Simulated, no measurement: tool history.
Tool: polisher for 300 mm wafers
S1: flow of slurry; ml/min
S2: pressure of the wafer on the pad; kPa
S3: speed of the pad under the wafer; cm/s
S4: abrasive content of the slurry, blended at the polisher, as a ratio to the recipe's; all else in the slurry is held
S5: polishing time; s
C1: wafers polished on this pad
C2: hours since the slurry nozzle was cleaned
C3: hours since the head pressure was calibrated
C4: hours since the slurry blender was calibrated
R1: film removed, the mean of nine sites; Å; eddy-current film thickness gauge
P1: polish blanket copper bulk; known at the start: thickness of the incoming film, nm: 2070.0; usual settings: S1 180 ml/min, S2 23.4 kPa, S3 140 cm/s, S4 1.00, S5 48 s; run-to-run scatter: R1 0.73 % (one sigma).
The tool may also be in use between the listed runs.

run   hour   S1    S2   S3    S4  S5    C1     C2      C3     C4       R1
  1   14.8  180  23.4  140  1.00  48   393  398.9   959.5   52.5   6458.9
  2   22.5  180  23.4  140  1.00  73   451  406.6   967.2   60.2   9886.9
  3   37.0  180  23.4  140  0.65  48   558  421.1   981.7   74.7   5918.9
  4   50.2  180  32.4  140  1.00  71   657  434.3   994.9   87.9  13108.0
  5   63.3  180  23.4  140  1.00  48   754  447.4  1008.0  101.0   6432.9
  6   70.3  180  23.4  140  1.00  35   806  454.4  1015.0  108.0   4684.7
  7   85.5  180  14.5  140  1.00  48   919  469.6  1030.2  123.2   3972.6
  8   94.2  180  30.3  140  1.00  48   984  478.3  1038.9  131.9   8327.4
  9  105.7  180  23.4  184  1.00  61  1069  489.8  1050.4  143.4  10790.0
 10  112.9  180  23.4  140  1.00  48  1123  497.0  1057.6  150.6   6417.7
 11  126.4  180  23.4  140  1.50  48  1223  510.5  1071.1  164.1   6962.2
     133.4  -- head pressure recalibrated
 12  141.8  110  23.4  140  1.00  48  1338  525.9     8.4  179.5   5895.2
 13  148.6  255  23.4  140  1.00  48  1389  532.7    15.2  186.3   6760.6
 14  157.4  180  23.4  140  1.00  48  1454  541.5    24.0  195.1   6434.6
 15  170.4  180  32.4  140  0.75  48  1551  554.5    37.0  208.1   8423.1
 16  185.6  180  23.4   64  1.00  48  1664  569.7    52.2  223.3   2971.1
 17  197.1  180  23.4  196  1.00  48  1749  581.2    63.7  234.8   9047.1
 18  207.1  180  23.4  140  1.00  48  1824  591.2    73.7  244.8   6445.0
 19  219.0  180  23.4  140  1.00  48  1912  603.1    85.6  256.7   6448.2
 20  231.7  180  23.4  140  1.00  48  2007  615.8    98.3  269.4   6266.8
 21  238.4  180  23.4  140  1.00  48  2057  622.5   105.0  276.1   6117.1

Forecast run 22:
 22  245.8  180  23.4  140  1.00  48  2112  629.9  112.4  283.5   ?

{"run 22": {"R1": 6150.8}}
